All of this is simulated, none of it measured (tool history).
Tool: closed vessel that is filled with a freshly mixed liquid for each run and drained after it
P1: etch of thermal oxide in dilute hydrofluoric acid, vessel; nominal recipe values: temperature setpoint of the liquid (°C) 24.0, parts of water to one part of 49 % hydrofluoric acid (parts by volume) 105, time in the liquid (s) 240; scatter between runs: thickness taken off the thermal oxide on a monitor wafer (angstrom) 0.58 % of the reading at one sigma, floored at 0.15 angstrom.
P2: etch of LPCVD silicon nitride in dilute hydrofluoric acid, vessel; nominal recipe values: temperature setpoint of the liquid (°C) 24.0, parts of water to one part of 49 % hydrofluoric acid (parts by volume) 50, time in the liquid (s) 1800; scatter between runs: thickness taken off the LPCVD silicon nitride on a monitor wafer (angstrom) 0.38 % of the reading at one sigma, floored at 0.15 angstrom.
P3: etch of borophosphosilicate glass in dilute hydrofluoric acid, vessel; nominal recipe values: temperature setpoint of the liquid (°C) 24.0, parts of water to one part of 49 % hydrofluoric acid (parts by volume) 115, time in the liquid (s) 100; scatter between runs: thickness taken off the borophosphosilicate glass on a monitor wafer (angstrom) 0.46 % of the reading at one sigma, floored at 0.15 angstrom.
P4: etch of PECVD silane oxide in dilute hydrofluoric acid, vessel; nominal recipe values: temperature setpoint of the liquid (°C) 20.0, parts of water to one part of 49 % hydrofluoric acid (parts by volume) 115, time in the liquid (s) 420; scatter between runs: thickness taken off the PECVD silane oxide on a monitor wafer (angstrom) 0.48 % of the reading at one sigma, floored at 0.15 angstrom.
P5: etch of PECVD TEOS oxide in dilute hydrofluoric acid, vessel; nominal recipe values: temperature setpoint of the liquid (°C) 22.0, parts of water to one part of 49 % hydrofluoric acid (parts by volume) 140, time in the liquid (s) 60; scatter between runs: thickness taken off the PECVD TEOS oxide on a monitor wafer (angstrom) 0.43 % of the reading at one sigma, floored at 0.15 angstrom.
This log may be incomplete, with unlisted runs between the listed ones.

run	hour	process that ran	temperature setpoint of the liquid (°C)	parts of water to one part of 49 % hydrofluoric acid (parts by volume)	time in the liquid (s)	hours since the thermometer was replaced	hours since the hydrofluoric acid flow meter was replaced	thickness taken off the thermal oxide on a monitor wafer (angstrom)	thickness taken off the LPCVD silicon nitride on a monitor wafer (angstrom)	thickness taken off the PECVD silane oxide on a monitor wafer (angstrom)	thickness taken off the borophosphosilicate glass on a monitor wafer (angstrom)	thickness taken off the PECVD TEOS oxide on a monitor wafer (angstrom)
1	3.3	P1	24.0	105	240	989.4	161.3	105.150				
2	7.7	P2	28.5	50	1800	993.8	165.7		245.02			
3	10.9	P1	24.0	150	65	997.0	168.9	18.926				
4	15.3	P2	24.0	50	1800	1001.4	173.3		180.13			
5	17.8	P4	20.0	45	420	1003.9	175.8			1255.40		
6	20.9	P3	24.0	115	100	1007.0	178.9				532.22	
7	24.1	P4	20.0	115	785	1010.2	182.1			852.64		
8	26.5	P1	24.0	105	240	1012.6	184.5	104.140				
# hour 27.6: hydrofluoric acid flow meter replaced
9	30.0	P1	18.0	105	240	1016.1	2.5	82.495				
10	32.2	P4	20.0	115	420	1018.3	4.7			450.21		
11	34.7	P1	24.0	105	405	1020.8	7.2	177.720				
12	38.3	P3	24.0	35	100	1024.4	10.8				1928.90	
13	42.6	P5	22.0	140	90	1028.7	15.1					150.190
14	47.2	P5	22.0	140	60	1033.3	19.7					100.480
15	51.2	P4	17.0	115	420	1037.3	23.7			399.91		
16	55.6	P1	28.0	105	240	1041.7	28.1	122.360				
17	59.9	P1	24.0	190	240	1046.0	32.4	52.993				
18	63.3	P1	24.0	105	75	1049.4	35.8	32.980				
19	67.5	P1	24.0	105	240	1053.6	40.0	104.780				
20	70.2	P3	24.0	115	55	1056.3	42.7				293.63	
21	74.9	P1	24.0	40	240	1061.0	47.4	297.270				
22	78.7	P2	24.0	80	1800	1064.8	51.2		114.29			
23	81.5	P3	24.0	115	100	1067.6	54.0				531.41	
24	85.3	P5	22.0	195	60	1071.4	57.8					67.825
25	89.1	P1	24.0	105	240	1075.2	61.6	105.520				
26	91.2	P2	24.0	50	1800	1077.3	63.7		180.65			
27	94.3	P3	17.5	115	100	1080.4	66.8				407.76	
28	97.7	P1	17.0	105	130	1083.8	70.2	42.018				
29	100.4	P2	24.0	50	3320	1086.5	72.9		334.52			
30	104.0	P5	26.5	140	60	1090.1	76.5					120.110
31	107.2	P1	24.0	105	240	1093.3	79.7	104.930				
32	109.7	P1	24.0	105	240	1095.8	82.2	108.250				
33	112.9	P1	24.0	105	240	1099.0	85.4	110.380				
34	115.0	P1	24.0	105	240	1101.1	87.5	110.420				
35	119.0	P1	24.0	105	240	1105.1	91.5	111.950				
36	121.8	P1	24.0	105	240	1107.9	94.3	112.730				
37	125.8	P1	24.0	105	240	1111.9	98.3	113.040				
38	129.4	P1	24.0	105	240	1115.5	101.9	113.070				
39	134.0	P1	24.0	105	240	1120.1	106.5	113.040				
40	137.6	P1	24.0	105	240	1123.7	110.1	113.880				

P1 has crept away from where it was. The log is fitted equally well by each of these 2 causes, at the sizes shown:
A: liquid hotter than its thermometer reads (K) = 1.94
B: hydrofluoric acid flow above the setpoint (%) = 6.95
The process output started creeping at around hour 107.2.

Each of the 4 check runs below uses one wafer; its results are left as question marks. Which run tells the causes apart?
check 1	141.2	P4	20.0	115	420					?		
check 2	141.2	P2	24.0	50	1800				?			
check 3	141.2	P5	22.0	140	60							?
check 4	141.2	P3	24.0	115	100						?	

Predicted outcomes, by check and by cause:
check	result	if A	if B
check 1	thickness taken off the PECVD silane oxide on a monitor wafer (angstrom)	488.33	486.95
check 2	thickness taken off the LPCVD silicon nitride on a monitor wafer (angstrom)	206.38	193.56
check 3	thickness taken off the PECVD TEOS oxide on a monitor wafer (angstrom)	108.660	108.860
check 4	thickness taken off the borophosphosilicate glass on a monitor wafer (angstrom)	570.93	571.41
Distance between the nearest two causes, measured in the result of the check that separates them most: check 1 0.28 %; check 2 6.42 %; check 3 0.19 %; check 4 0.08 %
The causes can be told apart only by check 2. The other checks would give nearly the same results under each of them.

Then check 2 was run and gave: thickness taken off the LPCVD silicon nitride on a monitor wafer (angstrom) 193.34. Which cause is it?

Of the candidate causes, it is B: hydrofluoric acid flow above the setpoint (%).
